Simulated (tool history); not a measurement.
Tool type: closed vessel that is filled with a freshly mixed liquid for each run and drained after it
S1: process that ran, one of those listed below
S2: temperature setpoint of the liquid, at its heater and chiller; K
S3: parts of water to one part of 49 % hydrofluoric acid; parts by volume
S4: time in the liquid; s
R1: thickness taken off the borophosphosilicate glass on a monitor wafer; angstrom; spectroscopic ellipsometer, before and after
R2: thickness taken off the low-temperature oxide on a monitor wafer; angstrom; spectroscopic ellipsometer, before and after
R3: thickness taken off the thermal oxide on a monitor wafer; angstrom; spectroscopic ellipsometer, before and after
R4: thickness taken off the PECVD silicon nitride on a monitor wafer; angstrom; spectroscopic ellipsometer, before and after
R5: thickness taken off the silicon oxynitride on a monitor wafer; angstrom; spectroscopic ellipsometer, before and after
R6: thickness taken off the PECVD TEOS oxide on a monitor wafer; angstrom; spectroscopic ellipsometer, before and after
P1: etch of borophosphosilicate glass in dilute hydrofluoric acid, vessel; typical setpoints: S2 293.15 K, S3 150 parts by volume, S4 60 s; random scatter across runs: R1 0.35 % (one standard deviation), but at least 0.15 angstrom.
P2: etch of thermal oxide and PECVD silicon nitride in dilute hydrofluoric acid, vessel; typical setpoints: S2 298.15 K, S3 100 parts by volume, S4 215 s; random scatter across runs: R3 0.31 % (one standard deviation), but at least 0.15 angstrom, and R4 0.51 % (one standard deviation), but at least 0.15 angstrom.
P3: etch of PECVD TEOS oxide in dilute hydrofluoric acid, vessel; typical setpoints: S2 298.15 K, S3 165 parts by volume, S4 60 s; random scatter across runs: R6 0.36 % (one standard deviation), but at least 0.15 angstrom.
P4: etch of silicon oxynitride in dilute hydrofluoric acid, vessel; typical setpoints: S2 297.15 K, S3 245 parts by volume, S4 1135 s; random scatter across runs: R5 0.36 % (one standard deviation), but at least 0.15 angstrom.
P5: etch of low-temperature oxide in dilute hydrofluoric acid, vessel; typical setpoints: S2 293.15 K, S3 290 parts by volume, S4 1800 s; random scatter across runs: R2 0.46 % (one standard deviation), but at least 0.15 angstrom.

Run 1, hour 12.3: S1 P1, S2 293.15 K, S3 150 parts by volume, S4 60 s. Result: R1 113.410 angstrom.
Run 2, hour 26.5: S1 P5, S2 299.65 K, S3 290 parts by volume, S4 1800 s. Result: R2 586.090 angstrom.
Run 3, hour 37.0: S1 P1, S2 293.15 K, S3 235 parts by volume, S4 30 s. Result: R1 32.991 angstrom.
Run 4, hour 46.8: S1 P1, S2 293.15 K, S3 150 parts by volume, S4 60 s. Result: R1 113.880 angstrom.
Run 5, hour 62.5: S1 P5, S2 293.15 K, S3 70 parts by volume, S4 1800 s. Result: R2 2433.400 angstrom.
Run 6, hour 75.4: S1 P2, S2 298.15 K, S3 100 parts by volume, S4 35 s. Result: R3 16.529 angstrom, R4 6.8667 angstrom.
Run 7, hour 83.2: S1 P4, S2 297.15 K, S3 425 parts by volume, S4 1135 s. Result: R5 103.53 angstrom.
Run 8, hour 94.2: S1 P2, S2 298.15 K, S3 100 parts by volume, S4 215 s. Result: R3 102.150 angstrom, R4 41.2500 angstrom.
Run 9, hour 108.3: S1 P1, S2 293.15 K, S3 150 parts by volume, S4 60 s. Result: R1 113.070 angstrom.
Run 10, hour 119.2: S1 P4, S2 302.65 K, S3 245 parts by volume, S4 1135 s. Result: R5 255.96 angstrom.
Run 11, hour 127.9: S1 P1, S2 293.15 K, S3 150 parts by volume, S4 115 s. Result: R1 215.300 angstrom.
Run 12, hour 136.5: S1 P1, S2 293.15 K, S3 150 parts by volume, S4 30 s. Result: R1 57.056 angstrom.
Run 13, hour 146.2: S1 P2, S2 305.65 K, S3 100 parts by volume, S4 215 s. Result: R3 135.960 angstrom, R4 66.1820 angstrom.
Run 14, hour 159.2: S1 P5, S2 293.15 K, S3 290 parts by volume, S4 1800 s. Result: R2 464.130 angstrom.
Run 15, hour 172.1: S1 P1, S2 293.15 K, S3 150 parts by volume, S4 60 s. Result: R1 113.670 angstrom.
Run 16, hour 180.7: S1 P1, S2 293.15 K, S3 150 parts by volume, S4 60 s. Result: R1 113.600 angstrom.
At hour 184.9: hydrofluoric acid flow meter replaced.
Run 17, hour 193.1: S1 P1, S2 293.15 K, S3 55 parts by volume, S4 60 s. Result: R1 343.520 angstrom.
Run 18, hour 208.7: S1 P4, S2 297.15 K, S3 245 parts by volume, S4 1795 s. Result: R5 318.66 angstrom.
Run 19, hour 218.2: S1 P3, S2 298.15 K, S3 75 parts by volume, S4 60 s. Result: R6 237.800 angstrom.
Run 20, hour 233.7: S1 P1, S2 293.15 K, S3 245 parts by volume, S4 60 s. Result: R1 63.188 angstrom.
Run 21, hour 244.8: S1 P1, S2 293.15 K, S3 150 parts by volume, S4 60 s. Result: R1 113.430 angstrom.
Run 22, hour 258.4: S1 P1, S2 299.15 K, S3 150 parts by volume, S4 60 s. Result: R1 142.490 angstrom.
Run 23, hour 266.3: S1 P1, S2 290.15 K, S3 150 parts by volume, S4 60 s. Result: R1 100.040 angstrom.
Run 24, hour 278.7: S1 P3, S2 306.15 K, S3 165 parts by volume, S4 60 s. Result: R6 129.870 angstrom.
Run 25, hour 288.2: S1 P4, S2 297.15 K, S3 245 parts by volume, S4 1135 s. Result: R5 201.38 angstrom.
Run 26, hour 297.4: S1 P3, S2 298.15 K, S3 165 parts by volume, S4 60 s. Result: R6 97.937 angstrom.
Run 27, hour 306.1: S1 P3, S2 298.15 K, S3 165 parts by volume, S4 110 s. Result: R6 180.430 angstrom.
Run 28, hour 321.9: S1 P2, S2 298.15 K, S3 140 parts by volume, S4 215 s. Result: R3 69.773 angstrom, R4 29.7910 angstrom.
Run 29, hour 336.6: S1 P1, S2 293.15 K, S3 150 parts by volume, S4 60 s. Result: R1 113.450 angstrom.
Run 30, hour 347.9: S1 P5, S2 293.15 K, S3 290 parts by volume, S4 100 s. Result: R2 25.887 angstrom.
Run 31, hour 356.1: S1 P1, S2 293.15 K, S3 270 parts by volume, S4 30 s. Result: R1 28.397 angstrom.
Run 32, hour 367.3: S1 P1, S2 300.65 K, S3 75 parts by volume, S4 60 s. Result: R1 334.340 angstrom.
Run 33, hour 378.8: S1 P4, S2 297.15 K, S3 245 parts by volume, S4 1135 s. Result: R5 203.24 angstrom.
Run 34, hour 387.4: S1 P1, S2 293.15 K, S3 150 parts by volume, S4 60 s. Result: R1 113.220 angstrom.
Run 35, hour 397.6: S1 P1, S2 293.15 K, S3 150 parts by volume, S4 60 s. Result: R1 108.960 angstrom.
Run 36, hour 411.8: S1 P1, S2 293.15 K, S3 150 parts by volume, S4 60 s. Result: R1 107.220 angstrom.
Run 37, hour 425.6: S1 P1, S2 293.15 K, S3 150 parts by volume, S4 60 s. Result: R1 105.610 angstrom.
Run 38, hour 434.5: S1 P1, S2 293.15 K, S3 150 parts by volume, S4 60 s. Result: R1 105.410 angstrom.
Run 39, hour 444.3: S1 P1, S2 293.15 K, S3 150 parts by volume, S4 60 s. Result: R1 104.730 angstrom.
Run 40, hour 458.5: S1 P1, S2 293.15 K, S3 150 parts by volume, S4 60 s. Result: R1 105.320 angstrom.

P1 no longer gives what it gave before; its output has crept away from where it was. The following 2 causes, each at its listed size, fit the log equally well:
A: hydrofluoric acid flow below the setpoint (%) = 6.46
B: liquid colder than its thermometer reads (K) = 1.94
The creep began at about hour 387.4.

Each of the 4 check runs below uses one wafer; its results are left as question marks. Which run tells the causes apart?
Run check 1, hour 472.7: S1 P4, S2 302.65 K, S3 315 parts by volume, S4 1135 s. Result: R5 ?.
Run check 2, hour 472.7: S1 P3, S2 305.65 K, S3 95 parts by volume, S4 60 s. Result: R6 ?.
Run check 3, hour 472.7: S1 P2, S2 303.65 K, S3 135 parts by volume, S4 215 s. Result: R3 ?, R4 ?.
Run check 4, hour 472.7: S1 P5, S2 293.15 K, S3 75 parts by volume, S4 470 s. Result: R2 ?.

Expected result of each check under each candidate cause:
  check  result     if A     if B
check 1      R5   172.43   173.51
check 2      R6  227.370  228.420
check 3      R3   81.991   82.679
check 3      R4  40.4580  38.3950
check 4      R2  544.590  539.770
Smallest distance between any two causes, each pair judged by its most separating result, in per cent: check 1 0.63 %; check 2 0.46 %; check 3 5.23 %; check 4 0.89 %
The other checks would show nearly matching results whichever cause is true, so check 3 is the only one that separates the causes.

Here is what check 3 returned: R3 82.474 angstrom; R4 40.3240 angstrom. Which cause is it?

The correct cause is A, namely: hydrofluoric acid flow below the setpoint (%).

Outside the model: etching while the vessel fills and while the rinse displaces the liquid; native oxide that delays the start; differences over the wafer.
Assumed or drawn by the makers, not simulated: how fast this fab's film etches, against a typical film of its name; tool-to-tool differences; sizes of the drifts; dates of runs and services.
